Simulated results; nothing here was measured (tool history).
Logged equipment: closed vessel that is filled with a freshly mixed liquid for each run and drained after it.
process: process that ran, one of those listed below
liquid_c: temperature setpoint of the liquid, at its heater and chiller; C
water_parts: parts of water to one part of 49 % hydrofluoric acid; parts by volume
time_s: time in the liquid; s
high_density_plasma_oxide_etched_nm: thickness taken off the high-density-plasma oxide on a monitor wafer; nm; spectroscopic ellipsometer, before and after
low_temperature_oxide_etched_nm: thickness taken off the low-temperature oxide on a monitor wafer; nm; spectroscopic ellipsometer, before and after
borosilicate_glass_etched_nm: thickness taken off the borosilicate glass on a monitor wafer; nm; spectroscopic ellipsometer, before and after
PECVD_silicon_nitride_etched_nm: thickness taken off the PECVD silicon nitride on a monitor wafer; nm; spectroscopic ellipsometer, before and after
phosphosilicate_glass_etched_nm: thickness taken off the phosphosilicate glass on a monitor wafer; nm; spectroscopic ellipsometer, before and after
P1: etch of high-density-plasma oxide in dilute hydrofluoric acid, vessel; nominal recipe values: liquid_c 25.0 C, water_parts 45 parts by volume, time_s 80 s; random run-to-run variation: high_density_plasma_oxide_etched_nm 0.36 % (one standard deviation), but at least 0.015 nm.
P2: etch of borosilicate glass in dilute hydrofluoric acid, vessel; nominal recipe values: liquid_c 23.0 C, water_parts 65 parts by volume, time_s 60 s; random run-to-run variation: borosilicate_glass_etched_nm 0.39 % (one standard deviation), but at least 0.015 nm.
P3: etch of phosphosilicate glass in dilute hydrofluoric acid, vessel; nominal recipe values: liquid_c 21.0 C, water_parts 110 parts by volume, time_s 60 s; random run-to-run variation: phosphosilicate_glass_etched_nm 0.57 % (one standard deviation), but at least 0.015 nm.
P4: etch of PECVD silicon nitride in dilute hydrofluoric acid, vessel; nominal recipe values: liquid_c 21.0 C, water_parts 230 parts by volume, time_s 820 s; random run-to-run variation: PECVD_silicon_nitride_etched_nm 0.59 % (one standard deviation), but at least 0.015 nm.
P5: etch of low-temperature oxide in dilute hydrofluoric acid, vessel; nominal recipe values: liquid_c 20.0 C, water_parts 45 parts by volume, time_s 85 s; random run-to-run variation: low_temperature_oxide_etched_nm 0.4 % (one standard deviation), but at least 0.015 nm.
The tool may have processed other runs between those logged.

run   hour  process  liquid_c  water_parts  time_s  hours since the thermometer was replaced  hours since the hydrofluoric acid flow meter was replaced  high_density_plasma_oxide_etched_nm  low_temperature_oxide_etched_nm  borosilicate_glass_etched_nm  PECVD_silicon_nitride_etched_nm  phosphosilicate_glass_etched_nm
  1   10.6       P1      25.0           45      80                                     552.7                                                       94.2                               9.9414
  2   21.8       P5      20.0           45      30                                     563.9                                                      105.4                                                                12.129
  3   32.4       P2      18.0           65      60                                     574.5                                                      116.0                                                                                              27.829
  4   43.9       P4      21.0          230     820                                     586.0                                                      127.5                                                                                                                               5.9123
  5   55.9       P1      25.0           45      80                                     598.0                                                      139.5                               9.9529
  6   66.3       P1      25.0           45     160                                     608.4                                                      149.9                              19.9110
  7   77.6       P1      31.5           45      80                                     619.7                                                      161.2                              12.9580
  8   88.0       P5      20.0           45      85                                     630.1                                                      171.6                                                                34.506
  9  101.6       P5      20.0           20      85                                     643.7                                                      185.2                                                                79.361
 10  114.6       P3      21.0          110      60                                     656.7                                                      198.2                                                                                                                                                                29.490
 11  122.7       P3      21.0          110      30                                     664.8                                                      206.3                                                                                                                                                                14.746
 12  131.5       P4      21.0          345     820                                     673.6                                                      215.1                                                                                                                               3.9538
 13  144.8       P2      23.0           65      30                                     686.9                                                      228.4                                                                                              17.127
 14  154.5       P5      25.5           45      85                                     696.6                                                      238.1                                                                43.187
 15  163.9       P1      25.0           45      45                                     706.0                                                      247.5                               5.6000
 16  175.5       P4      17.0          230     820                                     717.6                                                      259.1                                                                                                                               4.5043
 17  183.5       P3      21.0           55      60                                     725.6                                                      267.1                                                                                                                                                                62.761
 18  194.9       P3      17.0          110      60                                     737.0                                                      278.5                                                                                                                                                                25.015
 19  209.0       P1      25.0           45      80                                     751.1                                                      292.6                              10.0390
 20  221.8       P1      25.0           70      80                                     763.9                                                      305.4                               6.1986
 21  231.1       P1      30.0           30      80                                     773.2                                                      314.7                              18.7080
 22  241.7       P5      20.0           45      85                                     783.8                                                      325.3                                                                34.572
 23  254.3       P2      23.0           65      60                                     796.4                                                      337.9                                                                                              34.398
 24  261.5       P1      25.0           45      80                                     803.6                                                      345.1                               9.8733
 25  273.3       P2      23.0           65      60                                     815.4                                                      356.9                                                                                              34.263
 26  279.8       P1      17.0           45      80                                     821.9                                                      363.4                               7.1092
 27  289.1       P2      23.0           20      60                                     831.2                                                      372.7                                                                                             117.250
 28  298.5       P4      21.0          230     820                                     840.6                                                      382.1                                                                                                                               5.8794
 29  305.7       P1      25.0           20      80                                     847.8                                                      389.3                              23.0950
 30  317.1       P1      25.0           45      80                                     859.2                                                      400.7                               9.8806
 31  326.5       P1      25.0           45      80                                     868.6                                                      410.1                               9.9252
 32  339.6       P4      21.0          230    1235                                     881.7                                                      423.2                                                                                                                               8.7646
 33  348.6       P1      25.0           45      80                                     890.7                                                      432.2                               9.9253
 34  357.9       P1      25.0           45      80                                     900.0                                                      441.5                              10.1430
 35  365.6       P1      25.0           45      80                                     907.7                                                      449.2                              10.2830
 36  375.9       P1      25.0           45      80                                     918.0                                                      459.5                              10.4260
 37  385.4       P1      25.0           45      80                                     927.5                                                      469.0                              10.5870
 38  399.2       P1      25.0           45      80                                     941.3                                                      482.8                              10.5550
 39  406.3       P1      25.0           45      80                                     948.4                                                      489.9                              10.5190
 40  414.2       P1      25.0           45      80                                     956.3                                                      497.8                              10.5780
 41  428.9       P1      25.0           45      80                                     971.0                                                      512.5                              10.5470

Compared with where it was, what P1 gives has crept away. Each cause listed below fits the log as well as the rest, at the size given for it:
A: liquid hotter than its thermometer reads (K) = 1.53
B: hydrofluoric acid flow above the setpoint (%) = 6.04
The creep began at about hour 348.6.

Which of the 4 check runs listed below, each an average over 2 wafers with its results shown as question marks, gives clearly different results under the different listed causes?
check 1  443.6       P2      23.0           65      60                                                                                                                                                                                                        ?
check 2  443.6       P3      21.0          110      60                                                                                                                                                                                                                                                                          ?
check 3  443.6       P5      20.0           45      85                                                                                                                                                                          ?
check 4  443.6       P4      21.0          230     820                                                                                                                                                                                                                                         ?

Outcome of each check run for each possible cause:
  check                           result    if A    if B
check 1     borosilicate_glass_etched_nm  36.406  36.441
check 2  phosphosilicate_glass_etched_nm  31.284  31.421
check 3  low_temperature_oxide_etched_nm  36.619  36.503
check 4  PECVD_silicon_nitride_etched_nm  6.4364  6.1806
How far apart the two closest causes lie, in the result that separates them most: check 1 0.1 %; check 2 0.44 %; check 3 0.32 %; check 4 4.06 %
The other checks would show nearly matching results whichever cause is true, so check 4 is the only one that separates the causes.

After running check 4, the following was obtained: PECVD_silicon_nitride_etched_nm 6.4584 nm. Which cause does this point to?

The cause is A: liquid hotter than its thermometer reads (K).

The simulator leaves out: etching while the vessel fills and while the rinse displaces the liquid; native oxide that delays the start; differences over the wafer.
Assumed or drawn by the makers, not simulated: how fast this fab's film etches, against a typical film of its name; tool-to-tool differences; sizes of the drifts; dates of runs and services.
